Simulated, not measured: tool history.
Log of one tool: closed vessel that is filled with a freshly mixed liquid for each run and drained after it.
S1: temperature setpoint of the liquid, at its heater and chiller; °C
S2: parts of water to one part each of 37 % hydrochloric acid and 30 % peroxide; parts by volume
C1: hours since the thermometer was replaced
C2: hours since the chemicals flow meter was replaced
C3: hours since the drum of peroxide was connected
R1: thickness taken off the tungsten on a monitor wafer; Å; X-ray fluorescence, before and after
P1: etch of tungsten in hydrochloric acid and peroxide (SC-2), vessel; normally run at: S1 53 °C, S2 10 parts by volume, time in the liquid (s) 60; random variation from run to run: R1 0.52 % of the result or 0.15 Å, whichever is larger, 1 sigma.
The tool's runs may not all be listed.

{"run": 1, "hour": 4.0, "S1": 53, "S2": 10, "time in the liquid (s)": 60, "C1": 1110.1, "C2": 496.4, "C3": 480.9, "R1": 137.03}
{"run": 2, "hour": 11.6, "S1": 53, "S2": 4, "time in the liquid (s)": 60, "C1": 1117.7, "C2": 504, "C3": 488.5, "R1": 275.51}
{"run": 3, "hour": 18.3, "S1": 53, "S2": 10, "time in the liquid (s)": 105, "C1": 1124.4, "C2": 510.7, "C3": 495.2, "R1": 241.14}
{"run": 4, "hour": 25.2, "S1": 53, "S2": 10, "time in the liquid (s)": 30, "C1": 1131.3, "C2": 517.6, "C3": 502.1, "R1": 67.744}
{"run": 5, "hour": 29.2, "S1": 53, "S2": 10, "time in the liquid (s)": 60, "C1": 1135.3, "C2": 521.6, "C3": 506.1, "R1": 135.66}
{"run": 6, "hour": 35.3, "S1": 53, "S2": 17.5, "time in the liquid (s)": 115, "C1": 1141.4, "C2": 527.7, "C3": 512.2, "R1": 161.86}
{"run": 7, "hour": 42.9, "S1": 53, "S2": 10, "time in the liquid (s)": 60, "C1": 1149, "C2": 535.3, "C3": 519.8, "R1": 135.31}
{"run": 8, "hour": 47.7, "S1": 53, "S2": 10, "time in the liquid (s)": 60, "C1": 1153.8, "C2": 540.1, "C3": 524.6, "R1": 136.65}
{"run": 9, "hour": 52.0, "S1": 53, "S2": 10, "time in the liquid (s)": 60, "C1": 1158.1, "C2": 544.4, "C3": 528.9, "R1": 137.05}
{"run": 10, "hour": 60.3, "S1": 37.5, "S2": 10, "time in the liquid (s)": 60, "C1": 1166.4, "C2": 552.7, "C3": 537.2, "R1": 46.925}
{"run": 11, "hour": 66.9, "S1": 53, "S2": 10, "time in the liquid (s)": 60, "C1": 1173, "C2": 559.3, "C3": 543.8, "R1": 137.94}
{"run": 12, "hour": 71.2, "S1": 68, "S2": 10, "time in the liquid (s)": 60, "C1": 1177.3, "C2": 563.6, "C3": 548.1, "R1": 349.16}
{"run": 13, "hour": 78.2, "S1": 53, "S2": 18.5, "time in the liquid (s)": 60, "C1": 1184.3, "C2": 570.6, "C3": 555.1, "R1": 80.231}
{"run": 14, "hour": 82.7, "S1": 53, "S2": 10, "time in the liquid (s)": 60, "C1": 1188.8, "C2": 575.1, "C3": 559.6, "R1": 136.59}
{"run": 15, "hour": 91.3, "S1": 53, "S2": 10, "time in the liquid (s)": 60, "C1": 1197.4, "C2": 583.7, "C3": 568.2, "R1": 141.89}
{"run": 16, "hour": 97.5, "S1": 53, "S2": 10, "time in the liquid (s)": 60, "C1": 1203.6, "C2": 589.9, "C3": 574.4, "R1": 144.86}
{"run": 17, "hour": 103.0, "S1": 53, "S2": 10, "time in the liquid (s)": 60, "C1": 1209.1, "C2": 595.4, "C3": 579.9, "R1": 145.34}
{"run": 18, "hour": 107.8, "S1": 53, "S2": 10, "time in the liquid (s)": 60, "C1": 1213.9, "C2": 600.2, "C3": 584.7, "R1": 146.49}
{"run": 19, "hour": 114.8, "S1": 53, "S2": 10, "time in the liquid (s)": 60, "C1": 1220.9, "C2": 607.2, "C3": 591.7, "R1": 146.46}
{"run": 20, "hour": 119.3, "S1": 53, "S2": 10, "time in the liquid (s)": 60, "C1": 1225.4, "C2": 611.7, "C3": 596.2, "R1": 147.38}
{"run": 21, "hour": 127.4, "S1": 53, "S2": 10, "time in the liquid (s)": 60, "C1": 1233.5, "C2": 619.8, "C3": 604.3, "R1": 148.88}
{"run": 22, "hour": 135.8, "S1": 53, "S2": 10, "time in the liquid (s)": 60, "C1": 1241.9, "C2": 628.2, "C3": 612.7, "R1": 148.47}

Run 23 comes next. What will it give?
{"run": 23, "hour": 142.4, "S1": 53, "S2": 10, "time in the liquid (s)": 60, "C1": 1248.5, "C2": 634.8, "C3": 619.3, "R1": "?"}

{"run 23": {"R1": 148.92}}
